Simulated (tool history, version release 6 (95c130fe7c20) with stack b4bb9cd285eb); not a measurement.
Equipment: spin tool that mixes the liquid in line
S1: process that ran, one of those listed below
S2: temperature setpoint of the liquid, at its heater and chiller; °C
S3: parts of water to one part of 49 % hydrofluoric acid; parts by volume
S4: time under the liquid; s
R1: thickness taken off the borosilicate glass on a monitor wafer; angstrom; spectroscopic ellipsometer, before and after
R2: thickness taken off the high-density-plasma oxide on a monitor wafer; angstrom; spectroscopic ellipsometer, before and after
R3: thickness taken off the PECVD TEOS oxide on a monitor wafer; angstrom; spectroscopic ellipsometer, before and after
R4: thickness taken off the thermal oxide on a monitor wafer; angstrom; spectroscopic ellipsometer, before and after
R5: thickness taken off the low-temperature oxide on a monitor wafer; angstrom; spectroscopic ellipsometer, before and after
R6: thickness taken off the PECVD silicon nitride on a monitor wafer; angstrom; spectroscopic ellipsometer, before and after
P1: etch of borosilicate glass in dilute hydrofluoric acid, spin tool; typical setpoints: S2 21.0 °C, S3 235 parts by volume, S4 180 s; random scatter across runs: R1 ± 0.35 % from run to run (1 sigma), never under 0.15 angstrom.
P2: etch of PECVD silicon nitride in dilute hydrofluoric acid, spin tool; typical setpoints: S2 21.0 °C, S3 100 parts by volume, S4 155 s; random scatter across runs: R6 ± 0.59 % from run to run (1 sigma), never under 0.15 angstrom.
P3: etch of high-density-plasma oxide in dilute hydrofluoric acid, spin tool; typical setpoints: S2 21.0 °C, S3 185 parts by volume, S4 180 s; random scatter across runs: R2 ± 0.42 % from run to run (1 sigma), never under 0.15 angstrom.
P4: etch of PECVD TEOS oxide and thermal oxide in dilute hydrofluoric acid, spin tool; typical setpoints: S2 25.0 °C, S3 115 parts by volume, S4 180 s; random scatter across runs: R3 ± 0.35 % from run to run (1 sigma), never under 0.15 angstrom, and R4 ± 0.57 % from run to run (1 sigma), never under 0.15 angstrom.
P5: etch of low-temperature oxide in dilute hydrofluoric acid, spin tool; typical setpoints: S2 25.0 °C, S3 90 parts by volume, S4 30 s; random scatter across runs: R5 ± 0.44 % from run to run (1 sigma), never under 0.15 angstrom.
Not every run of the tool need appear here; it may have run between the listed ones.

| run | day | S1 | S2 | S3 | S4 | R1 | R2 | R3 | R4 | R5 | R6 |
|---|---|---|---|---|---|---|---|---|---|---|---|
| 1 | 0.404 | P1 | 21.0 | 235 | 180 | 217.640 |  |  |  |  |  |
| 2 | 0.979 | P3 | 21.0 | 185 | 355 |  | 112.290 |  |  |  |  |
| 3 | 1.542 | P4 | 25.0 | 115 | 355 |  |  | 651.94 | 154.410 |  |  |
| 4 | 1.929 | P3 | 17.0 | 185 | 180 |  | 48.363 |  |  |  |  |
| 5 | 2.529 | P3 | 21.0 | 185 | 180 |  | 56.416 |  |  |  |  |
| 6 | 2.821 | P5 | 25.0 | 90 | 15 |  |  |  |  | 41.366 |  |
| 7 | 3.225 | P5 | 25.0 | 90 | 30 |  |  |  |  | 82.182 |  |
| 8 | 3.521 | P2 | 21.0 | 100 | 265 |  |  |  |  |  | 73.691 |
| 9 | 3.979 | P1 | 21.0 | 235 | 335 | 404.950 |  |  |  |  |  |
| 10 | 4.433 | P5 | 19.5 | 90 | 30 |  |  |  |  | 65.815 |  |
| 11 | 5.008 | P1 | 21.0 | 235 | 180 | 218.230 |  |  |  |  |  |
| 12 | 5.612 | P1 | 21.0 | 235 | 180 | 219.370 |  |  |  |  |  |
| 13 | 5.912 | P1 | 21.0 | 235 | 15 | 18.378 |  |  |  |  |  |
| 14 | 6.412 | P2 | 21.0 | 100 | 155 |  |  |  |  |  | 43.366 |
| 15 | 6.908 | P1 | 21.0 | 340 | 180 | 137.250 |  |  |  |  |  |
| 16 | 7.350 | P1 | 17.0 | 385 | 180 | 100.620 |  |  |  |  |  |
| 17 | 7.829 | P1 | 21.0 | 235 | 180 | 218.460 |  |  |  |  |  |
| 18 | 8.162 | P1 | 21.0 | 235 | 180 | 219.940 |  |  |  |  |  |
| 19 | 8.746 | P1 | 21.0 | 235 | 180 | 219.530 |  |  |  |  |  |
| 20 | 9.146 | P5 | 25.0 | 90 | 30 |  |  |  |  | 82.402 |  |
| 21 | 9.583 | P1 | 17.0 | 235 | 180 | 187.310 |  |  |  |  |  |
| 22 | 9.996 | P4 | 25.0 | 115 | 180 |  |  | 328.74 | 78.047 |  |  |
| 23 | 10.333 | P3 | 21.0 | 280 | 180 |  | 34.501 |  |  |  |  |
| 24 | 10.646 | P4 | 25.0 | 20 | 180 |  |  | 2159.80 | 507.360 |  |  |
| 25 | 11.104 | P2 | 21.0 | 150 | 155 |  |  |  |  |  | 29.384 |
| 26 | 11.562 | P2 | 17.0 | 100 | 155 |  |  |  |  |  | 32.879 |
| 27 | 12.071 | P4 | 17.5 | 115 | 180 |  |  | 242.81 | 57.710 |  |  |
| 28 | 12.383 | P1 | 29.0 | 235 | 180 | 290.560 |  |  |  |  |  |
| 29 | 12.679 | P5 | 25.0 | 40 | 30 |  |  |  |  | 198.710 |  |
| 30 | 13.096 | P1 | 21.0 | 330 | 320 | 252.390 |  |  |  |  |  |
| 31 | 13.712 | P1 | 21.0 | 80 | 180 | 758.760 |  |  |  |  |  |
| 32 | 14.117 | P1 | 21.0 | 235 | 180 | 218.930 |  |  |  |  |  |
| 33 | 14.379 | P1 | 21.0 | 235 | 180 | 214.960 |  |  |  |  |  |
| 34 | 14.838 | P1 | 21.0 | 235 | 180 | 209.010 |  |  |  |  |  |
| 35 | 15.275 | P1 | 21.0 | 235 | 180 | 206.920 |  |  |  |  |  |
| 36 | 15.862 | P1 | 21.0 | 235 | 180 | 204.550 |  |  |  |  |  |
| 37 | 16.146 | P1 | 21.0 | 235 | 180 | 205.010 |  |  |  |  |  |
| 38 | 16.625 | P1 | 21.0 | 235 | 180 | 205.150 |  |  |  |  |  |
| 39 | 16.996 | P1 | 21.0 | 235 | 180 | 204.650 |  |  |  |  |  |

P1 has crept away from where it was. The log is fitted equally well by each of these 2 causes, at the sizes shown:
A: hydrofluoric acid flow below the setpoint (%) = 5.28
B: liquid colder than its thermometer reads (K) = 1.77
The process output started creeping at around day 14.117.

The check runs listed below each take one wafer, and their results are still question marks. Under which run would the listed causes lead to clearly different results?
| check 1 | 17.367 | P2 | 21.0 | 100 | 155 |  |  |  |  |  | ? |
| check 2 | 17.367 | P5 | 25.0 | 90 | 30 |  |  |  |  | ? |  |
| check 3 | 17.367 | P3 | 21.0 | 185 | 180 |  | ? |  |  |  |  |
| check 4 | 17.367 | P4 | 25.0 | 115 | 180 |  |  | ? | ? |  |  |

Outcome of each check run for each possible cause:
| check | result | if A | if B |
|---|---|---|---|
| check 1 | R6 | 41.226 | 38.541 |
| check 2 | R5 | 77.221 | 76.459 |
| check 3 | R2 | 53.154 | 52.933 |
| check 4 | R3 | 309.55 | 307.33 |
| check 4 | R4 | 73.337 | 72.811 |
Gap, in per cent, between the two causes that each check separates least, read from the result that separates them most: check 1 6.73 %; check 2 0.99 %; check 3 0.42 %; check 4 0.72 %
Check 1 distinguishes between the causes, while the remaining checks would return nearly the same result for all of them.

After running check 1, the following was obtained: R6 38.371 angstrom. Which cause does this point to?

It was cause B: liquid colder than its thermometer reads (K).

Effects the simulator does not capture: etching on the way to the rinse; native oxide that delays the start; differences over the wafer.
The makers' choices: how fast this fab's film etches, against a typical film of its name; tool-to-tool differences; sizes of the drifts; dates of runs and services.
